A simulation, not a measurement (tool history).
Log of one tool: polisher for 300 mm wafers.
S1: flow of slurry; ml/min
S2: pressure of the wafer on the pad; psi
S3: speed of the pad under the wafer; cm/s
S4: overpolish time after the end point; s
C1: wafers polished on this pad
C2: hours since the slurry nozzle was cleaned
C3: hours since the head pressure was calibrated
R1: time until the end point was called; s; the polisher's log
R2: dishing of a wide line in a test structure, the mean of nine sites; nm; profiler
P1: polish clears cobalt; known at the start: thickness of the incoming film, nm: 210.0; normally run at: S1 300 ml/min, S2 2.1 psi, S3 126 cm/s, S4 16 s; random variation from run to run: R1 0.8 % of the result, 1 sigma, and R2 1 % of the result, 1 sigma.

run 1 hour=6.1 | S1=300 S2=2.1 S3=126 S4=16 | C1=521 C2=441.6 C3=323.5 | R1=30.289 R2=40.109
run 2 hour=13.4 | S1=300 S2=2.1 S3=126 S4=16 | C1=638 C2=448.9 C3=330.8 | R1=29.983 R2=40.206
run 3 hour=22.8 | S1=300 S2=2.1 S3=126 S4=16 | C1=788 C2=458.3 C3=340.2 | R1=30.428 R2=41.012
run 4 hour=31.2 | S1=180 S2=1.6 S3=126 S4=16 | C1=922 C2=466.7 C3=348.6 | R1=41.882 R2=36.780
run 5 hour=38.7 | S1=475 S2=2.1 S3=126 S4=16 | C1=1042 C2=474.2 C3=356.1 | R1=28.948 R2=40.834
run 6 hour=44.5 | S1=300 S2=2.1 S3=126 S4=31 | C1=1135 C2=480.0 C3=361.9 | R1=30.317 R2=44.854
run 7 hour=49.5 | S1=300 S2=2.1 S3=126 S4=16 | C1=1215 C2=485.0 C3=366.9 | R1=29.988 R2=39.911
run 8 hour=58.2 | S1=300 S2=2.1 S3=126 S4=16 | C1=1353 C2=493.7 C3=375.6 | R1=30.454 R2=40.625
run 9 hour=64.0 | S1=300 S2=2.1 S3=126 S4=16 | C1=1446 C2=499.5 C3=381.4 | R1=30.107 R2=41.366
-- hour=65.7 slurry nozzle cleaned
run 10 hour=69.2 | S1=300 S2=2.1 S3=62 S4=16 | C1=1529 C2=3.5 C3=386.6 | R1=61.725 R2=31.253
run 11 hour=78.0 | S1=300 S2=2.1 S3=180 S4=16 | C1=1670 C2=12.3 C3=395.4 | R1=21.263 R2=43.470
run 12 hour=87.2 | S1=300 S2=1.0 S3=126 S4=16 | C1=1817 C2=21.5 C3=404.6 | R1=63.749 R2=30.367
run 13 hour=96.7 | S1=300 S2=2.1 S3=126 S4=7 | C1=1968 C2=31.0 C3=414.1 | R1=30.129 R2=29.009
run 14 hour=101.9 | S1=300 S2=2.8 S3=126 S4=16 | C1=2051 C2=36.2 C3=419.3 | R1=22.858 R2=42.797
run 15 hour=107.3 | S1=180 S2=2.1 S3=126 S4=16 | C1=2138 C2=41.6 C3=424.7 | R1=31.796 R2=39.807
run 16 hour=116.0 | S1=300 S2=2.1 S3=90 S4=30 | C1=2277 C2=50.3 C3=433.4 | R1=42.068 R2=44.008

The next listed run, before its measurement:
run 17 hour=125.1 | S1=300 S2=2.1 S3=126 S4=16 | C1=2422 C2=59.4 C3=442.5 | R1=? R2=?

Run 17 gave R1 30.256 s, R2 40.742 nm.
